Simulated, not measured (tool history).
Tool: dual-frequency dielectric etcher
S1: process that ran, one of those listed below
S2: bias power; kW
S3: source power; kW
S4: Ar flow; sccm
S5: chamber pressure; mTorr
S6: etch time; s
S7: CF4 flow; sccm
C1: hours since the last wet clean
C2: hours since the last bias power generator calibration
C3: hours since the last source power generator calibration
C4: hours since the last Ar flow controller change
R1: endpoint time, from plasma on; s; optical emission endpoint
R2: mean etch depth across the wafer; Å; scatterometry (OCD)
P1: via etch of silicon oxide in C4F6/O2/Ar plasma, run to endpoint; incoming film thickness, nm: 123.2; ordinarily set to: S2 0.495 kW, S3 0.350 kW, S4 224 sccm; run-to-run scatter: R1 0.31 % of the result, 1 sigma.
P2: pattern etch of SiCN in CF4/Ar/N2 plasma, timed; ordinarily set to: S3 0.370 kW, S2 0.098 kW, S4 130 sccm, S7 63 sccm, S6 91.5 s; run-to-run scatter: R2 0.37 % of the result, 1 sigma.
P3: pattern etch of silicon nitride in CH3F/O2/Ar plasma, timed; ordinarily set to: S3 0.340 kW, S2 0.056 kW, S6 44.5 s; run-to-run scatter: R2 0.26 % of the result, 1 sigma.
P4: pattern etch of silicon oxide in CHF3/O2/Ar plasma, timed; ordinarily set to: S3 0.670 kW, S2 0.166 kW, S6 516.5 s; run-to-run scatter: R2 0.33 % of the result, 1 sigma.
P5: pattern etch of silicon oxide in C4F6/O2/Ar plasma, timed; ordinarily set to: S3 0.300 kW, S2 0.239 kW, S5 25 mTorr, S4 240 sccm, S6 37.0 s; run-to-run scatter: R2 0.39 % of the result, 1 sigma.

| run | day | S1 | S2 | S3 | S4 | S5 | S6 | S7 | C1 | C2 | C3 | C4 | R1 | R2 |
|---|---|---|---|---|---|---|---|---|---|---|---|---|---|---|
| 1 | 0.558 | P1 | 0.495 | 0.350 | 224 |  |  |  | 252.9 | 1052.5 | 985.5 | 1172.1 | 26.552 |  |
| 2 | 0.921 | P1 | 0.620 | 0.350 | 278 |  |  |  | 261.6 | 1061.2 | 994.2 | 1180.8 | 24.952 |  |
| 3 | 1.438 | P1 | 0.495 | 0.350 | 224 |  |  |  | 274.0 | 1073.6 | 1006.6 | 1193.2 | 26.446 |  |
| 4 | 1.967 | P1 | 0.495 | 0.350 | 224 |  |  |  | 286.7 | 1086.3 | 1019.3 | 1205.9 | 26.494 |  |
| 5 | 2.658 | P1 | 0.603 | 0.350 | 224 |  |  |  | 303.3 | 1102.9 | 1035.9 | 1222.5 | 24.464 |  |
| 6 | 3.000 | P1 | 0.495 | 0.350 | 277 |  |  |  | 311.5 | 1111.1 | 1044.1 | 1230.7 | 27.129 |  |
| 7 | 3.675 | P5 | 0.239 | 0.300 | 240 | 32 | 37.0 |  | 327.7 | 1127.3 | 1060.3 | 1246.9 |  | 1173.10 |
| 8 | 4.088 | P1 | 0.355 | 0.290 | 224 |  |  |  | 337.6 | 1137.2 | 1070.2 | 1256.8 | 31.968 |  |
| 9 | 4.600 | P2 | 0.098 | 0.370 | 130 |  | 91.5 | 63 | 349.9 | 1149.5 | 1082.5 | 1269.1 |  | 701.95 |
| 10 | 4.958 | P1 | 0.495 | 0.220 | 224 |  |  |  | 358.5 | 1158.1 | 1091.1 | 1277.7 | 31.220 |  |
| 11 | 5.538 | P1 | 0.495 | 0.460 | 224 |  |  |  | 372.4 | 1172.0 | 1105.0 | 1291.6 | 23.874 |  |
| 12 | 6.250 | P4 | 0.166 | 0.670 |  |  | 516.5 |  | 389.5 | 1189.1 | 1122.1 | 1308.7 |  | 10343.00 |
| 13 | 6.875 | P2 | 0.098 | 0.370 | 180 |  | 91.5 | 63 | 404.5 | 1204.1 | 1137.1 | 1323.7 |  | 673.73 |
| 14 | 7.300 | P3 | 0.042 | 0.340 |  |  | 44.5 |  | 414.7 | 1214.3 | 1147.3 | 1333.9 |  | 241.18 |
|  | 7.371 | wet clean of the chamber |
| 15 | 7.696 | P3 | 0.056 | 0.340 |  |  | 44.5 |  | 7.8 | 1223.8 | 1156.8 | 1343.4 |  | 264.67 |
| 16 | 8.100 | P4 | 0.166 | 0.670 |  |  | 516.5 |  | 17.5 | 1233.5 | 1166.5 | 1353.1 |  | 10370.00 |
| 17 | 8.771 | P1 | 0.495 | 0.350 | 224 |  |  |  | 33.6 | 1249.6 | 1182.6 | 1369.2 | 26.594 |  |
| 18 | 9.471 | P4 | 0.102 | 0.670 |  |  | 516.5 |  | 50.4 | 1266.4 | 1199.4 | 1386.0 |  | 8897.30 |
| 19 | 9.958 | P2 | 0.098 | 0.370 | 130 |  | 91.5 | 49 | 62.1 | 1278.1 | 1211.1 | 1397.7 |  | 684.90 |
| 20 | 10.646 | P3 | 0.056 | 0.340 |  |  | 66.5 |  | 78.6 | 1294.6 | 1227.6 | 1414.2 |  | 394.51 |
| 21 | 11.150 | P1 | 0.495 | 0.350 | 131 |  |  |  | 90.7 | 1306.7 | 1239.7 | 1426.3 | 24.958 |  |
| 22 | 11.767 | P5 | 0.239 | 0.300 | 240 | 25 | 20.5 |  | 105.5 | 1321.5 | 1254.5 | 1441.1 |  | 668.12 |
| 23 | 12.250 | P5 | 0.239 | 0.300 | 322 | 25 | 37.0 |  | 117.1 | 1333.1 | 1266.1 | 1452.7 |  | 1167.10 |
| 24 | 12.658 | P5 | 0.239 | 0.300 | 240 | 25 | 37.0 |  | 126.9 | 1342.9 | 1275.9 | 1462.5 |  | 1211.00 |
| 25 | 13.346 | P2 | 0.098 | 0.440 | 130 |  | 91.5 | 63 | 143.4 | 1359.4 | 1292.4 | 1479.0 |  | 814.89 |
| 26 | 13.871 | P5 | 0.239 | 0.400 | 240 | 25 | 37.0 |  | 156.0 | 1372.0 | 1305.0 | 1491.6 |  | 1352.30 |
| 27 | 14.354 | P4 | 0.166 | 0.670 |  |  | 309.5 |  | 167.6 | 1383.6 | 1316.6 | 1503.2 |  | 6187.40 |
| 28 | 14.900 | P2 | 0.098 | 0.370 | 130 |  | 130.5 | 63 | 180.7 | 1396.7 | 1329.7 | 1516.3 |  | 1001.30 |
| 29 | 15.638 | P1 | 0.495 | 0.350 | 224 |  |  |  | 198.4 | 1414.4 | 1347.4 | 1534.0 | 26.458 |  |
| 30 | 15.979 | P1 | 0.495 | 0.430 | 140 |  |  |  | 206.6 | 1422.6 | 1355.6 | 1542.2 | 23.243 |  |
| 31 | 16.438 | P2 | 0.122 | 0.370 | 130 |  | 91.5 | 63 | 217.6 | 1433.6 | 1366.6 | 1553.2 |  | 769.12 |
| 32 | 16.800 | P4 | 0.166 | 0.860 |  |  | 516.5 |  | 226.3 | 1442.3 | 1375.3 | 1561.9 |  | 11460.00 |
| 33 | 17.154 | P1 | 0.293 | 0.350 | 224 |  |  |  | 234.8 | 1450.8 | 1383.8 | 1570.4 | 32.022 |  |
| 34 | 17.488 | P5 | 0.161 | 0.300 | 240 | 25 | 37.0 |  | 242.8 | 1458.8 | 1391.8 | 1578.4 |  | 1065.40 |
| 35 | 17.983 | P3 | 0.056 | 0.400 |  |  | 44.5 |  | 254.7 | 1470.7 | 1403.7 | 1590.3 |  | 280.17 |
| 36 | 18.517 | P1 | 0.495 | 0.350 | 224 |  |  |  | 267.5 | 1483.5 | 1416.5 | 1603.1 | 26.389 |  |
| 37 | 19.088 | P1 | 0.495 | 0.350 | 224 |  |  |  | 281.2 | 1497.2 | 1430.2 | 1616.8 | 26.527 |  |
| 38 | 19.650 | P1 | 0.495 | 0.350 | 224 |  |  |  | 294.7 | 1510.7 | 1443.7 | 1630.3 | 26.713 |  |
| 39 | 19.992 | P1 | 0.495 | 0.350 | 224 |  |  |  | 302.9 | 1518.9 | 1451.9 | 1638.5 | 26.711 |  |
| 40 | 20.571 | P1 | 0.495 | 0.350 | 224 |  |  |  | 316.8 | 1532.8 | 1465.8 | 1652.4 | 26.984 |  |
| 41 | 21.229 | P1 | 0.495 | 0.350 | 224 |  |  |  | 332.6 | 1548.6 | 1481.6 | 1668.2 | 26.839 |  |
|  | 21.375 | Ar flow controller replaced |
| 42 | 21.796 | P1 | 0.495 | 0.350 | 224 |  |  |  | 346.2 | 1562.2 | 1495.2 | 10.1 | 26.906 |  |
|  | 21.829 | wet clean of the chamber |
| 43 | 22.279 | P1 | 0.495 | 0.350 | 224 |  |  |  | 10.8 | 1573.8 | 1506.8 | 21.7 | 26.773 |  |
| 44 | 22.842 | P1 | 0.495 | 0.350 | 224 |  |  |  | 24.3 | 1587.3 | 1520.3 | 35.2 | 26.894 |  |
| 45 | 23.471 | P1 | 0.495 | 0.350 | 224 |  |  |  | 39.4 | 1602.4 | 1535.4 | 50.3 | 27.066 |  |

Something has made what P1 gives creep away from where it was; the 2 causes below, each at its own stated size, fit the log equally well:
A: bias power that arrives under what is set, % = 4.4
B: source power that arrives under what is set, % = 4.47
The gradual shift began around day 19.088.
Every other cause this tool's parts could produce, and why it does not fit the log:
chamber walls in a state that lowers the etch rate, %: serviced at day 21.829, which brought nothing back
Ar flow that arrives over what is set, %: serviced at day 21.375, which brought nothing back

Consider the 4 check runs below, whose results appear as question marks and each of which averages 2 wafers. Which one distinguishes the causes, in that each cause would give it a clearly different result?
| check 1 | 24.100 | P3 | 0.056 | 0.340 |  |  | 44.5 |  |  |  |  |  |  | ? |
| check 2 | 24.100 | P5 | 0.239 | 0.300 | 240 | 25 | 37.0 |  |  |  |  |  |  | ? |
| check 3 | 24.100 | P2 | 0.098 | 0.370 | 130 |  | 91.5 | 63 |  |  |  |  |  | ? |
| check 4 | 24.100 | P4 | 0.166 | 0.670 |  |  | 516.5 |  |  |  |  |  |  | ? |

What each check would give under each cause:
| check | result | if A | if B |
|---|---|---|---|
| check 1 | R2 | 260.10 | 259.34 |
| check 2 | R2 | 1189.70 | 1187.20 |
| check 3 | R2 | 693.59 | 678.53 |
| check 4 | R2 | 10201.00 | 10171.00 |
Minimum pairwise separation of causes per check, each pair taken at its best-separating result: check 1 0.29 %; check 2 0.21 %; check 3 2.19 %; check 4 0.29 %
Only check 3 tells the causes apart: in the others they would give nearly the same result.

Check 3 has now been run. It gave: R2 690.56 Å. Which of the candidate causes is it?

Of the candidate causes, it is A: bias power that arrives under what is set, %.
